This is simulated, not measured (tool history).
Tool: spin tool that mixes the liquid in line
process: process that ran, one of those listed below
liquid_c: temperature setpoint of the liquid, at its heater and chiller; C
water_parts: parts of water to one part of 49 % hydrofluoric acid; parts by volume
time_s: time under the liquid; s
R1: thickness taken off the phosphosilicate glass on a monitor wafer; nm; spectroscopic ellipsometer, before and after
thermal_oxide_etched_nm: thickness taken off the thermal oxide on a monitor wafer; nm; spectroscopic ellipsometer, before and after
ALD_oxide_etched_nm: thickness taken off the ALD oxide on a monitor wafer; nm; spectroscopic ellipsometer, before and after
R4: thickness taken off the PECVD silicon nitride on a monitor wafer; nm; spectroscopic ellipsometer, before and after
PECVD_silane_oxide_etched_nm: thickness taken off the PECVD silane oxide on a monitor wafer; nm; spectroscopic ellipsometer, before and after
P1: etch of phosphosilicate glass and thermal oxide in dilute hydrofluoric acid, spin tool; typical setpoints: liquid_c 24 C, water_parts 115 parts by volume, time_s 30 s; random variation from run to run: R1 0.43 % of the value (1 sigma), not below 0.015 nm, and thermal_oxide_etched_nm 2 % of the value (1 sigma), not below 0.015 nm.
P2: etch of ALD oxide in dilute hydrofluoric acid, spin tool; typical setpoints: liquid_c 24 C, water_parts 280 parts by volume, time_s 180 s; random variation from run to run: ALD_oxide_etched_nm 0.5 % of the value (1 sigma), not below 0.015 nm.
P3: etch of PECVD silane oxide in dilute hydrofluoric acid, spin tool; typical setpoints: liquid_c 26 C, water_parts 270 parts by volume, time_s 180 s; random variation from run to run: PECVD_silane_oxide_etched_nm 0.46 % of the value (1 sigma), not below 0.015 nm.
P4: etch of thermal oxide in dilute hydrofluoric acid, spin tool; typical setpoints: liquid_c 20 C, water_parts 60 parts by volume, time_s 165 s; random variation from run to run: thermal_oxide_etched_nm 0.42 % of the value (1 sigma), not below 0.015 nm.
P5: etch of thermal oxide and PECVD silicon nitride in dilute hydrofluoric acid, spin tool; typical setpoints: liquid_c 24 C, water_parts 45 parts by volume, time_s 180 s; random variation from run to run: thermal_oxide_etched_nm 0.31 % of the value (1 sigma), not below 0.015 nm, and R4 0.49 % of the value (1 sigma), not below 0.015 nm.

Run 1, day 0.458: process P1, liquid_c 24 C, water_parts 115 parts by volume, time_s 30 s. Result: R1 33.595 nm, thermal_oxide_etched_nm 1.2666 nm.
Run 2, day 0.929: process P2, liquid_c 24 C, water_parts 280 parts by volume, time_s 15 s. Result: ALD_oxide_etched_nm 0.52479 nm.
Run 3, day 1.479: process P5, liquid_c 24 C, water_parts 45 parts by volume, time_s 335 s. Result: thermal_oxide_etched_nm 39.281 nm, R4 41.288 nm.
Run 4, day 2.175: process P1, liquid_c 24 C, water_parts 50 parts by volume, time_s 15 s. Result: R1 41.369 nm, thermal_oxide_etched_nm 1.5609 nm.
Run 5, day 2.817: process P1, liquid_c 24 C, water_parts 175 parts by volume, time_s 15 s. Result: R1 10.16 nm, thermal_oxide_etched_nm 0.41372 nm.
Run 6, day 3.158: process P1, liquid_c 24 C, water_parts 115 parts by volume, time_s 30 s. Result: R1 33.012 nm, thermal_oxide_etched_nm 1.2544 nm.
Run 7, day 3.854: process P5, liquid_c 28 C, water_parts 45 parts by volume, time_s 180 s. Result: thermal_oxide_etched_nm 24.82 nm, R4 29.243 nm.
Run 8, day 4.454: process P1, liquid_c 17 C, water_parts 115 parts by volume, time_s 30 s. Result: R1 24.989 nm, thermal_oxide_etched_nm 0.94194 nm.
Run 9, day 5.079: process P5, liquid_c 24 C, water_parts 75 parts by volume, time_s 180 s. Result: thermal_oxide_etched_nm 12.13 nm, R4 13.444 nm.
Run 10, day 5.408: process P4, liquid_c 28 C, water_parts 60 parts by volume, time_s 165 s. Result: thermal_oxide_etched_nm 15.06 nm.
Run 11, day 5.767: process P1, liquid_c 24 C, water_parts 115 parts by volume, time_s 30 s. Result: R1 33.21 nm, thermal_oxide_etched_nm 1.2182 nm.
Run 12, day 6.15: process P4, liquid_c 20 C, water_parts 90 parts by volume, time_s 165 s. Result: thermal_oxide_etched_nm 6.9856 nm.
Run 13, day 6.825: process P1, liquid_c 24 C, water_parts 115 parts by volume, time_s 30 s. Result: R1 32.817 nm, thermal_oxide_etched_nm 1.2434 nm.
Run 14, day 7.221: process P3, liquid_c 26 C, water_parts 270 parts by volume, time_s 180 s. Result: PECVD_silane_oxide_etched_nm 14.937 nm.
Run 15, day 7.817: process P1, liquid_c 24 C, water_parts 215 parts by volume, time_s 30 s. Result: R1 15.874 nm, thermal_oxide_etched_nm 0.56522 nm.
Run 16, day 8.467: process P4, liquid_c 20 C, water_parts 60 parts by volume, time_s 165 s. Result: thermal_oxide_etched_nm 10.841 nm.
Run 17, day 9.154: process P1, liquid_c 24 C, water_parts 115 parts by volume, time_s 15 s. Result: R1 16.54 nm, thermal_oxide_etched_nm 0.61159 nm.
Run 18, day 9.504: process P2, liquid_c 24 C, water_parts 280 parts by volume, time_s 180 s. Result: ALD_oxide_etched_nm 6.4218 nm.
Run 19, day 10.075: process P4, liquid_c 20 C, water_parts 60 parts by volume, time_s 270 s. Result: thermal_oxide_etched_nm 17.622 nm.
Run 20, day 10.55: process P1, liquid_c 24 C, water_parts 115 parts by volume, time_s 30 s. Result: R1 33.253 nm, thermal_oxide_etched_nm 1.2297 nm.
Run 21, day 10.971: process P1, liquid_c 28.5 C, water_parts 115 parts by volume, time_s 30 s. Result: R1 39.788 nm, thermal_oxide_etched_nm 1.4386 nm.
Run 22, day 11.571: process P5, liquid_c 24 C, water_parts 45 parts by volume, time_s 180 s. Result: thermal_oxide_etched_nm 21.081 nm, R4 22.067 nm.
Run 23, day 12.029: process P3, liquid_c 19 C, water_parts 270 parts by volume, time_s 180 s. Result: PECVD_silane_oxide_etched_nm 11.565 nm.
Run 24, day 12.358: process P3, liquid_c 26 C, water_parts 115 parts by volume, time_s 180 s. Result: PECVD_silane_oxide_etched_nm 41.809 nm.
Run 25, day 13.075: process P1, liquid_c 24 C, water_parts 35 parts by volume, time_s 30 s. Result: R1 120.98 nm, thermal_oxide_etched_nm 4.3962 nm.
Run 26, day 13.417: process P1, liquid_c 24 C, water_parts 55 parts by volume, time_s 15 s. Result: R1 37.356 nm, thermal_oxide_etched_nm 1.3526 nm.
Run 27, day 13.946: process P3, liquid_c 26 C, water_parts 270 parts by volume, time_s 285 s. Result: PECVD_silane_oxide_etched_nm 23.648 nm.
Run 28, day 14.279: process P1, liquid_c 24 C, water_parts 115 parts by volume, time_s 50 s. Result: R1 55.597 nm, thermal_oxide_etched_nm 2.0464 nm.
Run 29, day 15.004: process P2, liquid_c 28 C, water_parts 280 parts by volume, time_s 180 s. Result: ALD_oxide_etched_nm 7.329 nm.
Run 30, day 15.408: process P2, liquid_c 24 C, water_parts 280 parts by volume, time_s 180 s. Result: ALD_oxide_etched_nm 6.3906 nm.
Run 31, day 15.846: process P4, liquid_c 20 C, water_parts 60 parts by volume, time_s 165 s. Result: thermal_oxide_etched_nm 10.838 nm.
Run 32, day 16.238: process P2, liquid_c 24 C, water_parts 65 parts by volume, time_s 180 s. Result: ALD_oxide_etched_nm 35.154 nm.
Run 33, day 16.696: process P1, liquid_c 24 C, water_parts 115 parts by volume, time_s 30 s. Result: R1 33.16 nm, thermal_oxide_etched_nm 1.205 nm.
Run 34, day 17.438: process P1, liquid_c 24 C, water_parts 115 parts by volume, time_s 30 s. Result: R1 34.163 nm, thermal_oxide_etched_nm 1.2598 nm.

Run 35, settings as shown, results not yet in. Your forecast:
Run 35, day 18.042: process P1, liquid_c 24 C, water_parts 115 parts by volume, time_s 30 s. Result: R1 ?, thermal_oxide_etched_nm ?.

R1: 34.529 nm
thermal_oxide_etched_nm: 1.2578 nm
